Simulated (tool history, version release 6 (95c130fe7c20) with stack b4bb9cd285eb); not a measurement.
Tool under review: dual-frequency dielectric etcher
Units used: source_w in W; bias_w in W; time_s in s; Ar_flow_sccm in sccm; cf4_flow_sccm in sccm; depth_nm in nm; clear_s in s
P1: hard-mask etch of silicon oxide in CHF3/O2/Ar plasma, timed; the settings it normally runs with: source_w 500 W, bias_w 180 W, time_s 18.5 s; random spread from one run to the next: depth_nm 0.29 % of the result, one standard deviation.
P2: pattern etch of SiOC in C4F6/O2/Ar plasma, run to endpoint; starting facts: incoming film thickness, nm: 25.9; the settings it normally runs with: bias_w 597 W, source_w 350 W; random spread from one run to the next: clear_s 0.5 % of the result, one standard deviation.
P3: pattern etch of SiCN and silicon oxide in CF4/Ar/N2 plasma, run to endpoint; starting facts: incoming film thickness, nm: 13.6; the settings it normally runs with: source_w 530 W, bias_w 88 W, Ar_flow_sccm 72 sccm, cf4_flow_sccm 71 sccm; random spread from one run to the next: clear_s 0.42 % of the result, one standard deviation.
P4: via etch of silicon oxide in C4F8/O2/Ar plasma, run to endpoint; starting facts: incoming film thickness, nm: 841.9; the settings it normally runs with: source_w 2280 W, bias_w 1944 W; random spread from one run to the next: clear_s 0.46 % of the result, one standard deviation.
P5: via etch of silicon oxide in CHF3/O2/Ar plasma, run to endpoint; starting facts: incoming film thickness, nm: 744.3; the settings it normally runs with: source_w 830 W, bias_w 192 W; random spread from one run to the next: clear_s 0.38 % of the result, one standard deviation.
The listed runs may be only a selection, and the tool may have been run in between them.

{"run": 1, "hour": 9.8, "process": "P1", "source_w": 500, "bias_w": 180, "time_s": 18.5, "depth_nm": 33.966}
{"run": 2, "hour": 22.9, "process": "P2", "source_w": 350, "bias_w": 597, "clear_s": 8.5844}
{"run": 3, "hour": 39.8, "process": "P2", "source_w": 350, "bias_w": 820, "clear_s": 7.5243}
{"run": 4, "hour": 56.2, "process": "P4", "source_w": 1860, "bias_w": 1944, "clear_s": 167.44}
{"run": 5, "hour": 69.6, "process": "P3", "source_w": 530, "bias_w": 114, "Ar_flow_sccm": 72, "cf4_flow_sccm": 71, "clear_s": 11.178}
{"run": 6, "hour": 87.1, "process": "P5", "source_w": 830, "bias_w": 192, "clear_s": 328.1}
{"run": 7, "hour": 96.6, "process": "P1", "source_w": 500, "bias_w": 180, "time_s": 18.5, "depth_nm": 33.857}
{"run": 8, "hour": 105.8, "process": "P1", "source_w": 500, "bias_w": 180, "time_s": 14.5, "depth_nm": 26.741}
{"run": 9, "hour": 119.4, "process": "P5", "source_w": 1140, "bias_w": 192, "clear_s": 288.09}
{"run": 10, "hour": 134.8, "process": "P1", "source_w": 500, "bias_w": 211, "time_s": 10.5, "depth_nm": 20.283}
{"run": 11, "hour": 147.8, "process": "P1", "source_w": 500, "bias_w": 180, "time_s": 18.5, "depth_nm": 33.865}
{"run": 12, "hour": 155.5, "process": "P1", "source_w": 310, "bias_w": 140, "time_s": 18.5, "depth_nm": 25.891}
{"run": 13, "hour": 164.4, "process": "P3", "source_w": 530, "bias_w": 88, "Ar_flow_sccm": 72, "cf4_flow_sccm": 71, "clear_s": 12.178}
{"run": 14, "hour": 173.5, "process": "P3", "source_w": 530, "bias_w": 88, "Ar_flow_sccm": 72, "cf4_flow_sccm": 89, "clear_s": 11.828}
{"run": 15, "hour": 187.1, "process": "P1", "source_w": 500, "bias_w": 180, "time_s": 18.5, "depth_nm": 33.85}
{"run": 16, "hour": 200.1, "process": "P4", "source_w": 2280, "bias_w": 1944, "clear_s": 154.23}
{"run": 17, "hour": 215.2, "process": "P5", "source_w": 830, "bias_w": 126, "clear_s": 372.6}
{"run": 18, "hour": 230.4, "process": "P1", "source_w": 310, "bias_w": 180, "time_s": 18.5, "depth_nm": 28.303}
{"run": 19, "hour": 241.8, "process": "P5", "source_w": 830, "bias_w": 192, "clear_s": 325.85}
{"run": 20, "hour": 250.1, "process": "P1", "source_w": 620, "bias_w": 180, "time_s": 18.5, "depth_nm": 36.781}
{"run": 21, "hour": 258.7, "process": "P2", "source_w": 350, "bias_w": 597, "clear_s": 8.6528}
{"run": 22, "hour": 273.0, "process": "P1", "source_w": 500, "bias_w": 180, "time_s": 18.5, "depth_nm": 33.943}
{"run": 23, "hour": 290.5, "process": "P1", "source_w": 500, "bias_w": 180, "time_s": 25, "depth_nm": 46.038}
{"run": 24, "hour": 301.4, "process": "P4", "source_w": 2280, "bias_w": 1944, "clear_s": 152.84}
{"run": 25, "hour": 312.8, "process": "P4", "source_w": 2280, "bias_w": 2688, "clear_s": 138.8}
{"run": 26, "hour": 325.0, "process": "P1", "source_w": 500, "bias_w": 180, "time_s": 18.5, "depth_nm": 33.844}
{"run": 27, "hour": 336.7, "process": "P1", "source_w": 500, "bias_w": 229, "time_s": 18.5, "depth_nm": 36.797}
{"run": 28, "hour": 351.3, "process": "P3", "source_w": 530, "bias_w": 88, "Ar_flow_sccm": 72, "cf4_flow_sccm": 71, "clear_s": 12.192}
{"run": 29, "hour": 360.9, "process": "P3", "source_w": 630, "bias_w": 88, "Ar_flow_sccm": 72, "cf4_flow_sccm": 71, "clear_s": 10.422}
{"run": 30, "hour": 369.3, "process": "P2", "source_w": 240, "bias_w": 597, "clear_s": 9.7974}
{"run": 31, "hour": 379.5, "process": "P3", "source_w": 530, "bias_w": 88, "Ar_flow_sccm": 97, "cf4_flow_sccm": 71, "clear_s": 12.689}
{"run": 32, "hour": 390.2, "process": "P1", "source_w": 500, "bias_w": 130, "time_s": 18.5, "depth_nm": 30.524}
{"run": 33, "hour": 402.2, "process": "P1", "source_w": 500, "bias_w": 180, "time_s": 18.5, "depth_nm": 33.996}
{"run": 34, "hour": 414.6, "process": "P1", "source_w": 500, "bias_w": 180, "time_s": 18.5, "depth_nm": 34.164}
{"run": 35, "hour": 427.7, "process": "P1", "source_w": 500, "bias_w": 180, "time_s": 18.5, "depth_nm": 34.473}
{"run": 36, "hour": 436.7, "process": "P1", "source_w": 500, "bias_w": 180, "time_s": 18.5, "depth_nm": 34.299}
{"run": 37, "hour": 450.1, "process": "P1", "source_w": 500, "bias_w": 180, "time_s": 18.5, "depth_nm": 34.572}
{"run": 38, "hour": 465.4, "process": "P1", "source_w": 500, "bias_w": 180, "time_s": 18.5, "depth_nm": 34.364}
{"hour": 465.9, "done": "wet clean of the chamber"}
{"run": 39, "hour": 473.7, "process": "P1", "source_w": 500, "bias_w": 180, "time_s": 18.5, "depth_nm": 34.442}
{"run": 40, "hour": 485.3, "process": "P1", "source_w": 500, "bias_w": 180, "time_s": 18.5, "depth_nm": 34.283}
{"run": 41, "hour": 495.0, "process": "P1", "source_w": 500, "bias_w": 180, "time_s": 18.5, "depth_nm": 34.441}

P1 has crept away from where it was. The log is fitted equally well by each of these 2 causes, at the sizes shown:
A: bias power that arrives over what is set, % = 4.41
B: source power that arrives over what is set, % = 3.95
The process output started creeping at around hour 402.2.
The rest of the possible causes, and what rules out each one:
chamber walls in a state that raises the etch rate, %: serviced at hour 465.9, which brought nothing back

Each of the check runs listed below is run on 3 wafers and reports their average, with the results left as question marks. Pick the one under which the possible causes would lead to clearly different results.
{"run": "check 1", "hour": 504.7, "process": "P4", "source_w": 2280, "bias_w": 2665, "clear_s": "?"}
{"run": "check 2", "hour": 504.7, "process": "P3", "source_w": 620, "bias_w": 88, "Ar_flow_sccm": 72, "cf4_flow_sccm": 71, "clear_s": "?"}
{"run": "check 3", "hour": 504.7, "process": "P2", "source_w": 290, "bias_w": 811, "clear_s": "?"}
{"run": "check 4", "hour": 504.7, "process": "P5", "source_w": 1070, "bias_w": 192, "clear_s": "?"}

Check results expected under each cause:
check=check_1 result=clear_s if_A=138.1 if_B=137.79
check=check_2 result=clear_s if_A=10.436 if_B=10.228
check=check_3 result=clear_s if_A=8.01 if_B=8.0377
check=check_4 result=clear_s if_A=291.49 if_B=291.26
Minimum pairwise separation of causes per check, each pair taken at its best-separating result: check 1 0.22 %; check 2 2.01 %; check 3 0.34 %; check 4 0.08 %
Only check 2 tells the causes apart: in the others they would give nearly the same result.

Running check 2 produced the following: clear_s 10.241 s. Which one of the listed causes fits?

Of the candidate causes, it is B: source power that arrives over what is set, %.
